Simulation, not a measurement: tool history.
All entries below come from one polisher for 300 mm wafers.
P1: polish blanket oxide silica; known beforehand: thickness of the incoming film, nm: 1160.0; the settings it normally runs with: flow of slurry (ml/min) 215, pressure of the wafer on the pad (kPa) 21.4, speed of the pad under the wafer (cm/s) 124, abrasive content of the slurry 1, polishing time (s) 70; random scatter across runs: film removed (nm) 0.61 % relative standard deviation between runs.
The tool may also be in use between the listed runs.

run	hour	flow of slurry (ml/min)	pressure of the wafer on the pad (kPa)	speed of the pad under the wafer (cm/s)	abrasive content of the slurry	polishing time (s)	wafers polished on this pad	hours since the slurry nozzle was cleaned	hours since the head pressure was calibrated	hours since the slurry blender was calibrated	hours since the conditioning disc was replaced	film removed (nm)
1	11.1	215	21.4	124	1	70	885	366.9	168.6	197.8	317.8	161.87
2	19.3	215	21.4	124	1	70	947	375.1	176.8	206	326	162.18
3	27.3	215	21.4	124	1	70	1008	383.1	184.8	214	334	162.4
4	39.2	215	21.4	124	1.45	37	1097	395	196.7	225.9	345.9	99.625
5	45.7	215	21.4	170	1	70	1147	401.5	203.2	232.4	352.4	210.17
6	59.3	335	21.4	124	1	70	1249	415.1	216.8	246	366	169.31
7	67.9	215	9.7	124	1	70	1314	423.7	225.4	254.6	374.6	73.045
# hour 75.5: slurry blender recalibrated
8	77.7	165	31	124	1	70	1388	433.5	235.2	2.2	384.4	228.42
9	86.4	215	12.4	124	1	52	1454	442.2	243.9	10.9	393.1	69.365
10	98.4	215	21.4	124	1	70	1544	454.2	255.9	22.9	405.1	160.41
11	112.6	130	21.4	124	1	70	1652	468.4	270.1	37.1	419.3	149.64
12	120.2	215	21.4	56	1	70	1709	476	277.7	44.7	426.9	85.539
13	131	215	33.8	124	1	70	1790	486.8	288.5	55.5	437.7	258.25
14	139.8	215	21.4	124	1.25	70	1857	495.6	297.3	64.3	446.5	181.18
15	146.1	215	21.4	124	1	45	1904	501.9	303.6	70.6	452.8	104.72
16	160.5	215	21.4	124	1	70	2013	516.3	318	85	467.2	162.72
17	168.7	215	21.4	124	1	70	2075	524.5	326.2	93.2	475.4	160.84
18	176.6	215	21.4	124	1	87	2135	532.4	334.1	101.1	483.3	201.85
19	188.5	215	21.4	124	0.55	70	2225	544.3	346	113	495.2	117.44

Estimate the outcome of run 20 from the log above:
20	196.5	215	21.4	124	1	70	2285	552.3	354	121	503.2	?

film removed (nm): 161.92

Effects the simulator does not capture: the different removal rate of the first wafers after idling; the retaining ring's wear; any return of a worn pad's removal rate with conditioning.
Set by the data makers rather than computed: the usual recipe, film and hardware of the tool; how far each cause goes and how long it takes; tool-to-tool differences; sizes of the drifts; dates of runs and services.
